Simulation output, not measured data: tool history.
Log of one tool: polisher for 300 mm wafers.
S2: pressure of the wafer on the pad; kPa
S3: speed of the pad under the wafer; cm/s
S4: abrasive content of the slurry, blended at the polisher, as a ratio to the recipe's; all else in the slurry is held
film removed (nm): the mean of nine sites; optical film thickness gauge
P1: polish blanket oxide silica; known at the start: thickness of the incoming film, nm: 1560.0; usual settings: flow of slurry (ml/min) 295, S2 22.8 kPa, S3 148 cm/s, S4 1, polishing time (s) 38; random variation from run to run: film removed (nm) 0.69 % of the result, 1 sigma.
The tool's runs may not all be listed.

Run 1, hour 11.2: flow of slurry (ml/min) 295, S2 22.8 kPa, S3 148 cm/s, S4 1, polishing time (s) 38. Result: film removed (nm) 117.13.
Run 2, hour 18.8: flow of slurry (ml/min) 295, S2 22.8 kPa, S3 194 cm/s, S4 1, polishing time (s) 38. Result: film removed (nm) 144.23.
Run 3, hour 33.5: flow of slurry (ml/min) 295, S2 22.8 kPa, S3 148 cm/s, S4 1, polishing time (s) 38. Result: film removed (nm) 116.86.
Run 4, hour 44.9: flow of slurry (ml/min) 295, S2 22.8 kPa, S3 148 cm/s, S4 1, polishing time (s) 22. Result: film removed (nm) 67.377.
Run 5, hour 54.9: flow of slurry (ml/min) 295, S2 11.7 kPa, S3 148 cm/s, S4 1, polishing time (s) 38. Result: film removed (nm) 60.674.
Run 6, hour 70.8: flow of slurry (ml/min) 295, S2 22.8 kPa, S3 148 cm/s, S4 1.35, polishing time (s) 38. Result: film removed (nm) 132.28.
Run 7, hour 82.4: flow of slurry (ml/min) 295, S2 32.4 kPa, S3 148 cm/s, S4 1, polishing time (s) 38. Result: film removed (nm) 165.74.
Run 8, hour 95.5: flow of slurry (ml/min) 295, S2 22.8 kPa, S3 148 cm/s, S4 0.5, polishing time (s) 38. Result: film removed (nm) 81.161.
Run 9, hour 102.8: flow of slurry (ml/min) 295, S2 22.8 kPa, S3 148 cm/s, S4 1, polishing time (s) 51. Result: film removed (nm) 155.75.
Run 10, hour 115.3: flow of slurry (ml/min) 295, S2 22.8 kPa, S3 66 cm/s, S4 1, polishing time (s) 38. Result: film removed (nm) 61.315.
Run 11, hour 128.6: flow of slurry (ml/min) 295, S2 22.8 kPa, S3 148 cm/s, S4 1, polishing time (s) 38. Result: film removed (nm) 116.77.
Run 12, hour 138.3: flow of slurry (ml/min) 465, S2 22.8 kPa, S3 148 cm/s, S4 1, polishing time (s) 38. Result: film removed (nm) 121.93.
Run 13, hour 149: flow of slurry (ml/min) 220, S2 22.8 kPa, S3 148 cm/s, S4 1, polishing time (s) 38. Result: film removed (nm) 113.25.
At hour 149.7: conditioning disc replaced and pad reconditioned.
Run 14, hour 157: flow of slurry (ml/min) 295, S2 22.8 kPa, S3 148 cm/s, S4 1, polishing time (s) 38. Result: film removed (nm) 117.72.
Run 15, hour 167.3: flow of slurry (ml/min) 295, S2 22.8 kPa, S3 148 cm/s, S4 1, polishing time (s) 38. Result: film removed (nm) 117.8.
Run 16, hour 181.2: flow of slurry (ml/min) 295, S2 10.3 kPa, S3 226 cm/s, S4 1, polishing time (s) 38. Result: film removed (nm) 74.101.

Run 17 comes next. What will it give?
Run 17, hour 197.4: flow of slurry (ml/min) 295, S2 22.8 kPa, S3 148 cm/s, S4 1, polishing time (s) 38. Result: film removed (nm) ?.

{"run 17": {"film removed (nm)": 116.29}}
